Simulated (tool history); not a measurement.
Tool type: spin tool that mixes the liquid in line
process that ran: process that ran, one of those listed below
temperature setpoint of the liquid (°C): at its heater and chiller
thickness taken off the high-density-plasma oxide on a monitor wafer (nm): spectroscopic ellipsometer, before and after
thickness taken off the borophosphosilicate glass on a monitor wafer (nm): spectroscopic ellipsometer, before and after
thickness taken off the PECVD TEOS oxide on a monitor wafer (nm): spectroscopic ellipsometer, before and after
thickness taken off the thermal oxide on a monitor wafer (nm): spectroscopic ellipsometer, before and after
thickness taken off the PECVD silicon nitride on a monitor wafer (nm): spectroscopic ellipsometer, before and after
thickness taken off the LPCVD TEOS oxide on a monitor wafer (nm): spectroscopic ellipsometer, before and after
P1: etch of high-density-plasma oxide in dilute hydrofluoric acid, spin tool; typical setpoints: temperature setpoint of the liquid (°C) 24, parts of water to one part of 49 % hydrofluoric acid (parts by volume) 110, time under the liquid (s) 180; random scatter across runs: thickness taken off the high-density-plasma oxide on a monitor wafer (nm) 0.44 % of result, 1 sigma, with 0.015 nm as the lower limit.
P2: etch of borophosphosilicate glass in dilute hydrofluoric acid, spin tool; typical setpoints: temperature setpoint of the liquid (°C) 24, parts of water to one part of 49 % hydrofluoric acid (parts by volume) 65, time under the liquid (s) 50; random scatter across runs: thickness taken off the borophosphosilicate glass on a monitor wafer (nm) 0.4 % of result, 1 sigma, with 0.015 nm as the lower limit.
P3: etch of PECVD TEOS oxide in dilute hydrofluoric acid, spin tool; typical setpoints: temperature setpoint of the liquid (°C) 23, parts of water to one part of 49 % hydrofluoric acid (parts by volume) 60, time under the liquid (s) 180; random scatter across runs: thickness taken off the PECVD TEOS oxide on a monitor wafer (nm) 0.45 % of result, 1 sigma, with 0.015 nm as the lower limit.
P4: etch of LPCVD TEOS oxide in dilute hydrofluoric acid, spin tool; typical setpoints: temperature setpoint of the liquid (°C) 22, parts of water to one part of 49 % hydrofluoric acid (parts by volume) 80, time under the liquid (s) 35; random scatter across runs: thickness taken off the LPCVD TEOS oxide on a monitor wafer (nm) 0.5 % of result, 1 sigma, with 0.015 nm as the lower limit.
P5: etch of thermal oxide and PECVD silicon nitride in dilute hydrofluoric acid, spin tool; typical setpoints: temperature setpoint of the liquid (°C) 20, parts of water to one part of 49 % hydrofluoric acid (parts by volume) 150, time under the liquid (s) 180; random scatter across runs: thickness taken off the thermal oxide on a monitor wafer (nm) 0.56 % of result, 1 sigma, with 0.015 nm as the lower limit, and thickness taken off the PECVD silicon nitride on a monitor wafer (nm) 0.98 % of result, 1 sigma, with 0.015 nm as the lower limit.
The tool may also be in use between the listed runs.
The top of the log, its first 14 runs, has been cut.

run,hour,process that ran,temperature setpoint of the liquid (°C),parts of water to one part of 49 % hydrofluoric acid (parts by volume),time under the liquid (s),thickness taken off the high-density-plasma oxide on a monitor wafer (nm),thickness taken off the borophosphosilicate glass on a monitor wafer (nm),thickness taken off the PECVD TEOS oxide on a monitor wafer (nm),thickness taken off the thermal oxide on a monitor wafer (nm),thickness taken off the PECVD silicon nitride on a monitor wafer (nm),thickness taken off the LPCVD TEOS oxide on a monitor wafer (nm)
15,225.4,P3,23,60,285,,,48.215,,,
16,241.9,P1,24,165,180,5.7955,,,,,
17,259.6,P2,24,65,15,,7.2667,,,,
18,273.3,P5,20,150,315,,,,8.4427,4.2133,
19,288.2,P1,19,110,180,7.5497,,,,,
20,299.7,P2,24,95,50,,15.974,,,,
21,318.9,P4,28,80,35,,,,,,17.374
22,336.2,P4,22,30,35,,,,,,38.895
23,348.5,P1,27.5,55,180,22.745,,,,,
# hour 351.5: hydrofluoric acid flow meter replaced
24,359.6,P4,22,80,35,,,,,,13.836
25,369.8,P5,20,150,180,,,,4.8487,2.4283,
26,388.6,P1,24,110,180,9.2787,,,,,
27,405.5,P1,24,110,350,18.015,,,,,
28,423.1,P3,28,60,180,,,37.285,,,
29,435.3,P4,22,80,65,,,,,,25.458
30,448.1,P1,24,25,180,45.079,,,,,
31,458.3,P5,17,150,180,,,,4.3238,1.9626,
32,471.8,P2,24,65,50,,24.213,,,,
33,483.2,P1,24,110,180,9.2363,,,,,
34,492.7,P1,24,110,180,9.0314,,,,,
35,504.7,P1,24,110,180,8.8706,,,,,
36,517.7,P1,24,110,180,8.7914,,,,,
37,528.3,P1,24,110,180,8.7449,,,,,

Predict the results of run 38:
38,536.7,P1,24,110,180,?,,,,,

Run 38 measured thickness taken off the high-density-plasma oxide on a monitor wafer (nm) 8.7284.
